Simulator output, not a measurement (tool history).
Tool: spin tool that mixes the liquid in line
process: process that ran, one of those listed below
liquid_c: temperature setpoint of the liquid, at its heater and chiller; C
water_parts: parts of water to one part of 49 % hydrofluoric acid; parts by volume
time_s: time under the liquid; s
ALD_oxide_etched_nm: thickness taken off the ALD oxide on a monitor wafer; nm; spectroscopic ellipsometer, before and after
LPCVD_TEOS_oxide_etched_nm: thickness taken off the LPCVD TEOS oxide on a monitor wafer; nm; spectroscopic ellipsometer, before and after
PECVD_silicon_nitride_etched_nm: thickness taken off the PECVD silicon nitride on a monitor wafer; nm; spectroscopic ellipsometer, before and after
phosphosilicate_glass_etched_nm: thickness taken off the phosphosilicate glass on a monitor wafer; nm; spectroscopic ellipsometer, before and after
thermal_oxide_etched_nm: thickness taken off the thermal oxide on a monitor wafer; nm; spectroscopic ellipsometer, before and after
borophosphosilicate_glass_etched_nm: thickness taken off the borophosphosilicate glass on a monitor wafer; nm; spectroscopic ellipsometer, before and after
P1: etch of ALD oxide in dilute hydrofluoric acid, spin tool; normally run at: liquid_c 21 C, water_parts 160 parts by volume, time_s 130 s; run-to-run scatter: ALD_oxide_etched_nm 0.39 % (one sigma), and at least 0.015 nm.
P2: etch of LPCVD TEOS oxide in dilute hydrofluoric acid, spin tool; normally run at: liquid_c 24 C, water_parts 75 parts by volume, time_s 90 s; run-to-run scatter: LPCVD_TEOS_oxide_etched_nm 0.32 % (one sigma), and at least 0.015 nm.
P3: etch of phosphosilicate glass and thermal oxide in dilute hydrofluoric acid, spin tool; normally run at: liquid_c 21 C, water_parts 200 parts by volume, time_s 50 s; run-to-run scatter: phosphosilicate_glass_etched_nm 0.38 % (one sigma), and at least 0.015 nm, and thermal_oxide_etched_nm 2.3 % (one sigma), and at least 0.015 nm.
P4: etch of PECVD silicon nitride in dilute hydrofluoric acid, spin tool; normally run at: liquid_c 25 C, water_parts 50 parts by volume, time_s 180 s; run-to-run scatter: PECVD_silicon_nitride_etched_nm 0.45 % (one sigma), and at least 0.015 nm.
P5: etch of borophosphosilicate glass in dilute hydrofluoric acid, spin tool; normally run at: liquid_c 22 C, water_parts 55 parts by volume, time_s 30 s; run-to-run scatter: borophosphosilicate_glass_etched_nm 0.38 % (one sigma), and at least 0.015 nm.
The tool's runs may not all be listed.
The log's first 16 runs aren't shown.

run   hour  process  liquid_c  water_parts  time_s  hours since the thermometer was replaced  hours since the hydrofluoric acid flow meter was replaced  ALD_oxide_etched_nm  LPCVD_TEOS_oxide_etched_nm  PECVD_silicon_nitride_etched_nm  phosphosilicate_glass_etched_nm  thermal_oxide_etched_nm  borophosphosilicate_glass_etched_nm
 17  139.7       P5        17           55      30                                    1124.2                                                       29.5                                                                                                                                                                            18.67
 18  145.2       P4        25           20     180                                    1129.7                                                         35                                                                            31.765
 19  156.9       P1      29.5          160     130                                    1141.4                                                       46.7               12.319
 20    169       P1        21          160     130                                    1153.5                                                       58.8               9.0023
 21  178.4       P3        21           65      50                                    1162.9                                                       68.2                                                                                                             116.81                   3.2275
 22  185.3       P1        21          160     130                                    1169.8                                                       75.1               9.0131
 23  193.5       P1        21          160      35                                      1178                                                       83.3               2.3978
 24  199.4       P3        21          200      50                                    1183.9                                                       89.2                                                                                                             32.902                  0.94863
 25  205.1       P2        24          140      90                                    1189.6                                                       94.9                                           14.848
 26    216       P1        21          160     130                                    1200.5                                                      105.8               8.8912
 27  221.8       P2      19.5           75      90                                    1206.3                                                      111.6                                           24.715

Forecast run 28:
 28  229.1       P1        21           70     130                                    1213.6                                                      118.9                    ?

{"run 28": {"ALD_oxide_etched_nm": 22.755}}
